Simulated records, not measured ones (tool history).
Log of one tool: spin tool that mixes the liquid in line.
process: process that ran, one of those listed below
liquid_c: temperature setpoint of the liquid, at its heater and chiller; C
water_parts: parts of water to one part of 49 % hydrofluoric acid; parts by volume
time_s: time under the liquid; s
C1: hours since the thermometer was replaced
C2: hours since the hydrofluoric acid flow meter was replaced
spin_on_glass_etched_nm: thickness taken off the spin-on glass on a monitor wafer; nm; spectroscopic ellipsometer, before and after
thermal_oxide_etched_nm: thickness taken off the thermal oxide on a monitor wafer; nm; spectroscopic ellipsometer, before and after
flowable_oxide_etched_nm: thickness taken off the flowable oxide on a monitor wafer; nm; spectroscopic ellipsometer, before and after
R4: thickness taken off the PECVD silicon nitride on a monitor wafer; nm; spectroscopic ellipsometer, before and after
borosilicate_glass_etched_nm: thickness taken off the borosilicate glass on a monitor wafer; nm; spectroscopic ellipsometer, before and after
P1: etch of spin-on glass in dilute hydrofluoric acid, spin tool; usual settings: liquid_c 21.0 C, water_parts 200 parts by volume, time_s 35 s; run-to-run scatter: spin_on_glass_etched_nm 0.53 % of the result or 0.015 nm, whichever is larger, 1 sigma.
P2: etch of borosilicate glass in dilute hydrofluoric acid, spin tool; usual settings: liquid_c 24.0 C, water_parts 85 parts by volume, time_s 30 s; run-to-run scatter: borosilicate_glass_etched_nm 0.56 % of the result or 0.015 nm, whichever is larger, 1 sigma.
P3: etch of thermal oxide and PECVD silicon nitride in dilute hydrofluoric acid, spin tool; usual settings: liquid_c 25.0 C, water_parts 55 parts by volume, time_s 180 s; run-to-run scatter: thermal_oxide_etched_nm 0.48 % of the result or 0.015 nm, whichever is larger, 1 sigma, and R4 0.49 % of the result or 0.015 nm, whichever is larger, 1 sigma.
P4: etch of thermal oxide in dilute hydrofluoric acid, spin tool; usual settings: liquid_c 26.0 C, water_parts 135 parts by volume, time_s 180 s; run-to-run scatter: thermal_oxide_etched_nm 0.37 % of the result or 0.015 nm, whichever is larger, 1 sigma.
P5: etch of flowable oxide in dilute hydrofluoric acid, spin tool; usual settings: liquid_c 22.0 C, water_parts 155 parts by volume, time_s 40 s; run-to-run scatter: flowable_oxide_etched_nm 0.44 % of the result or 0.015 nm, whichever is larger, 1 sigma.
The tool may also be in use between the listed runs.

Run 1, hour 6.8: process P1, liquid_c 21.0 C, water_parts 200 parts by volume, time_s 35 s; C1 1468.3; C2 70.1. Result: spin_on_glass_etched_nm 6.0068 nm.
Run 2, hour 20.2: process P1, liquid_c 21.0 C, water_parts 65 parts by volume, time_s 35 s; C1 1481.7; C2 83.5. Result: spin_on_glass_etched_nm 21.1780 nm.
Run 3, hour 30.2: process P4, liquid_c 26.0 C, water_parts 135 parts by volume, time_s 180 s; C1 1491.7; C2 93.5. Result: thermal_oxide_etched_nm 6.4284 nm.
Run 4, hour 44.8: process P4, liquid_c 26.0 C, water_parts 135 parts by volume, time_s 340 s; C1 1506.3; C2 108.1. Result: thermal_oxide_etched_nm 12.0550 nm.
Run 5, hour 51.9: process P5, liquid_c 22.0 C, water_parts 155 parts by volume, time_s 40 s; C1 1513.4; C2 115.2. Result: flowable_oxide_etched_nm 8.9886 nm.
Run 6, hour 60.1: process P1, liquid_c 21.0 C, water_parts 115 parts by volume, time_s 60 s; C1 1521.6; C2 123.4. Result: spin_on_glass_etched_nm 19.6190 nm.
Run 7, hour 74.5: process P5, liquid_c 22.0 C, water_parts 155 parts by volume, time_s 40 s; C1 1536.0; C2 137.8. Result: flowable_oxide_etched_nm 9.0626 nm.
Run 8, hour 83.3: process P1, liquid_c 26.5 C, water_parts 200 parts by volume, time_s 35 s; C1 1544.8; C2 146.6. Result: spin_on_glass_etched_nm 7.4102 nm.
Run 9, hour 94.3: process P3, liquid_c 25.0 C, water_parts 55 parts by volume, time_s 25 s; C1 1555.8; C2 157.6. Result: thermal_oxide_etched_nm 2.3954 nm, R4 1.2901 nm.
Run 10, hour 104.0: process P3, liquid_c 25.0 C, water_parts 55 parts by volume, time_s 180 s; C1 1565.5; C2 167.3. Result: thermal_oxide_etched_nm 17.1650 nm, R4 9.1192 nm.
Run 11, hour 114.4: process P5, liquid_c 28.5 C, water_parts 155 parts by volume, time_s 40 s; C1 1575.9; C2 177.7. Result: flowable_oxide_etched_nm 11.3930 nm.
Run 12, hour 124.0: process P1, liquid_c 21.0 C, water_parts 200 parts by volume, time_s 70 s; C1 1585.5; C2 187.3. Result: spin_on_glass_etched_nm 11.8990 nm.
Run 13, hour 134.3: process P1, liquid_c 21.0 C, water_parts 200 parts by volume, time_s 35 s; C1 1595.8; C2 197.6. Result: spin_on_glass_etched_nm 6.0267 nm.
Run 14, hour 147.6: process P2, liquid_c 19.5 C, water_parts 85 parts by volume, time_s 30 s; C1 1609.1; C2 210.9. Result: borosilicate_glass_etched_nm 13.2780 nm.
Run 15, hour 156.6: process P4, liquid_c 26.0 C, water_parts 235 parts by volume, time_s 180 s; C1 1618.1; C2 219.9. Result: thermal_oxide_etched_nm 3.2579 nm.
Run 16, hour 163.5: process P4, liquid_c 32.0 C, water_parts 135 parts by volume, time_s 180 s; C1 1625.0; C2 226.8. Result: thermal_oxide_etched_nm 7.9804 nm.
Run 17, hour 176.1: process P1, liquid_c 17.0 C, water_parts 200 parts by volume, time_s 35 s; C1 1637.6; C2 239.4. Result: spin_on_glass_etched_nm 5.1675 nm.
Run 18, hour 186.3: process P1, liquid_c 21.0 C, water_parts 345 parts by volume, time_s 35 s; C1 1647.8; C2 249.6. Result: spin_on_glass_etched_nm 3.0080 nm.
Run 19, hour 198.1: process P5, liquid_c 22.0 C, water_parts 270 parts by volume, time_s 40 s; C1 1659.6; C2 261.4. Result: flowable_oxide_etched_nm 4.6335 nm.
Run 20, hour 208.5: process P3, liquid_c 30.5 C, water_parts 55 parts by volume, time_s 180 s; C1 1670.0; C2 271.8. Result: thermal_oxide_etched_nm 21.4210 nm, R4 13.0790 nm.
Run 21, hour 214.8: process P5, liquid_c 22.0 C, water_parts 155 parts by volume, time_s 15 s; C1 1676.3; C2 278.1. Result: flowable_oxide_etched_nm 3.4000 nm.
Run 22, hour 223.1: process P2, liquid_c 24.0 C, water_parts 85 parts by volume, time_s 15 s; C1 1684.6; C2 286.4. Result: borosilicate_glass_etched_nm 7.8828 nm.
Run 23, hour 231.5: process P1, liquid_c 26.5 C, water_parts 45 parts by volume, time_s 35 s; C1 1693.0; C2 294.8. Result: spin_on_glass_etched_nm 39.7310 nm.
Run 24, hour 245.1: process P1, liquid_c 21.0 C, water_parts 200 parts by volume, time_s 35 s; C1 1706.6; C2 308.4. Result: spin_on_glass_etched_nm 6.0011 nm.
Run 25, hour 253.6: process P3, liquid_c 25.0 C, water_parts 85 parts by volume, time_s 180 s; C1 1715.1; C2 316.9. Result: thermal_oxide_etched_nm 10.6130 nm, R4 5.9467 nm.
Run 26, hour 264.1: process P1, liquid_c 21.0 C, water_parts 200 parts by volume, time_s 35 s; C1 1725.6; C2 327.4. Result: spin_on_glass_etched_nm 6.0202 nm.

Run 27 comes next. What will it give?
Run 27, hour 274.6: process P1, liquid_c 21.0 C, water_parts 75 parts by volume, time_s 65 s; C1 1736.1; C2 337.9. Result: spin_on_glass_etched_nm ?.

Run 27 gave spin_on_glass_etched_nm 34.2590 nm.
